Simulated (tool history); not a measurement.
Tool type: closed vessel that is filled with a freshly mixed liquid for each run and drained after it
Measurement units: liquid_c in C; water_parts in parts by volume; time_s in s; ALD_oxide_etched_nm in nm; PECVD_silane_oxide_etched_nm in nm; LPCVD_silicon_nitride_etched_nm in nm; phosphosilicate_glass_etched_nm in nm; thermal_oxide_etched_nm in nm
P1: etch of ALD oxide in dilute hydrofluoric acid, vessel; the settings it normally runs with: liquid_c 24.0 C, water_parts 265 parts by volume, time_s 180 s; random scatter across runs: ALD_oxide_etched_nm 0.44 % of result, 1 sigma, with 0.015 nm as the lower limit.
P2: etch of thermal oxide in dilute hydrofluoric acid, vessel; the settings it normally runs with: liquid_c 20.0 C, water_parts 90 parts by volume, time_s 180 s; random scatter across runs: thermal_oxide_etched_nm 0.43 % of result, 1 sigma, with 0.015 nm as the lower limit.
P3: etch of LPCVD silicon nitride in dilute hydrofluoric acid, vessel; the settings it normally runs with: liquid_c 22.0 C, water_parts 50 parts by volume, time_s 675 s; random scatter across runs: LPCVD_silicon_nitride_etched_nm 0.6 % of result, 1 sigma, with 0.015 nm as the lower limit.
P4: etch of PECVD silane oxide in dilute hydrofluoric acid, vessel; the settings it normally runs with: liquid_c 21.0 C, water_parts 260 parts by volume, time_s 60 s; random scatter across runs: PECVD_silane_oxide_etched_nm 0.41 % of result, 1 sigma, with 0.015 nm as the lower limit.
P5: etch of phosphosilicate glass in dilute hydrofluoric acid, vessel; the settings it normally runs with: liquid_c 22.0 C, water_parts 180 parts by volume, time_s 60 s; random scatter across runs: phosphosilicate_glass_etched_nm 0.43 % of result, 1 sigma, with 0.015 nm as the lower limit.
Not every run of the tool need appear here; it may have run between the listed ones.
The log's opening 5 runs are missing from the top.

run,hour,process,liquid_c,water_parts,time_s,ALD_oxide_etched_nm,PECVD_silane_oxide_etched_nm,LPCVD_silicon_nitride_etched_nm,phosphosilicate_glass_etched_nm,thermal_oxide_etched_nm
6,19.0,P5,29.0,180,60,,,,74.938,
# hour 19.8: thermometer replaced
7,22.1,P1,24.0,265,180,5.6792,,,,
8,25.2,P2,20.0,90,180,,,,,8.2513
9,29.0,P5,22.0,180,60,,,,57.301,
10,32.1,P1,20.5,265,180,5.0167,,,,
11,34.9,P2,20.0,90,180,,,,,8.2730
12,38.4,P4,25.5,260,60,,7.5984,,,
13,42.0,P3,22.0,50,1345,,,11.5540,,
14,45.6,P1,24.0,265,180,5.6888,,,,
15,48.7,P5,22.0,310,60,,,,29.488,
16,52.8,P1,24.0,265,180,5.7197,,,,
17,54.8,P4,21.0,260,60,,6.5259,,,
18,58.4,P3,29.0,50,675,,,9.1586,,
19,60.4,P5,22.0,180,60,,,,58.107,
20,63.7,P1,24.0,265,180,5.6844,,,,
21,66.4,P3,22.0,25,675,,,11.2730,,
22,70.1,P2,27.0,90,180,,,,,11.0330
23,74.0,P2,20.0,90,55,,,,,2.5568
24,76.5,P1,24.0,265,180,5.6698,,,,
25,80.4,P2,20.0,150,180,,,,,4.6945
26,84.2,P1,24.0,170,180,9.8196,,,,

Expected results for the next run?
27,86.2,P1,24.0,265,335,?,,,,

ALD_oxide_etched_nm: 10.5030 nm

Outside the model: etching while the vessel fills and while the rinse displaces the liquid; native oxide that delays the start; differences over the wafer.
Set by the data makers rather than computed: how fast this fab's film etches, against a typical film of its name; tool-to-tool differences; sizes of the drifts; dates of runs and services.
